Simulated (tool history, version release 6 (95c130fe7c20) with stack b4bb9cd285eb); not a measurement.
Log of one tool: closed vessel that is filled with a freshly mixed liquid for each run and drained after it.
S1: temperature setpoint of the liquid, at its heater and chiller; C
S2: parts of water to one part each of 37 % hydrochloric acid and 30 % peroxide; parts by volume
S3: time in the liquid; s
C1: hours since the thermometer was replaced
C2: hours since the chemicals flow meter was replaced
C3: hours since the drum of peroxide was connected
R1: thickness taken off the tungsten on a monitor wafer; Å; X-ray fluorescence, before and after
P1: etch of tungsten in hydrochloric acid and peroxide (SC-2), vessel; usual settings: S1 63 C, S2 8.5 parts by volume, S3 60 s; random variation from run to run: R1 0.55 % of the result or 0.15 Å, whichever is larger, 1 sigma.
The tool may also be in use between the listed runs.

run    day    S1   S2   S3     C1     C2     C3      R1
  1  0.375    63  8.5   60  142.9    635  314.9  453.05
  2  0.733    55  8.5   30  151.5  643.6  323.5   136.7
  3  1.033    63  8.5  115  158.7  650.8  330.7  861.92
  4  1.471    63  8.5   30  169.2  661.3  341.2  223.78
  5  1.979    63  8.5   60  181.4  673.5  353.4  445.34
  6  2.425    63    4   60  192.1  684.2  364.1  789.01
  7  2.804    72  8.5   60  201.2  693.3  373.2  772.84
  8  3.088    63  8.5   60    208  700.1    380  450.06
  9    3.5    63  8.5   60  217.9    710  389.9  452.45
 10  3.992    63  8.5   60  229.7  721.8  401.7  449.28
 11  4.242    63  8.5   60  235.7  727.8  407.7  450.64
 12  4.767  47.5  8.5   60  248.3  740.4  420.3  164.29
 13  5.008    63   15   60  254.1  746.2  426.1   278.5
 14  5.292    63  8.5   60  260.9    753  432.9   450.8
 15  5.812    63  8.5   60  273.4  765.5  445.4  455.98
 16  6.238    63  8.5   60  283.6  775.7  455.6  479.12
 17  6.525    63  8.5   60  290.5  782.6  462.5  483.18
 18  6.967    63  8.5   60  301.1  793.2  473.1  484.67
 19  7.408    63  8.5   60  311.7  803.8  483.7  488.58
 20  7.892    63  8.5   60  323.3  815.4  495.3  490.95
 21  8.296    63  8.5   60    333  825.1    505  488.69

What P1 gives has crept away from where it was. These 2 causes fit the log equally well, each at the size given:
A: liquid hotter than its thermometer reads (K) = 1.45
B: chemicals flow above the setpoint (%) = 11.7
The creep began at about day 5.812.
Why every other cause is out:
peroxide weaker than its label (%): at most 8, which would move R1 by -7.3 %: too little, or the wrong way

4 check runs are offered, each on 5 wafers whose results are averaged, their results left as question marks. Which one tells the causes apart?
check 1  8.7    63  12.5  100               ?
check 2  8.7    56   8.5  115               ?
check 3  8.7  56.5     4   60               ?
check 4  8.7  49.5    11   60               ?

What each check would give under each cause:
  check  result    if A    if B
check 1      R1  595.24  598.61
check 2      R1  610.82  608.26
check 3      R1  575.73  564.27
check 4      R1  168.72  168.09
How far apart the two closest causes lie, in the result that separates them most: check 1 0.57 %; check 2 0.42 %; check 3 2.01 %; check 4 0.38 %
Check 3 tells the causes apart: in the others they would give nearly the same result.

Then check 3 was run and gave: R1 565.79 Å. Which cause is it?

It is B: chemicals flow above the setpoint (%).
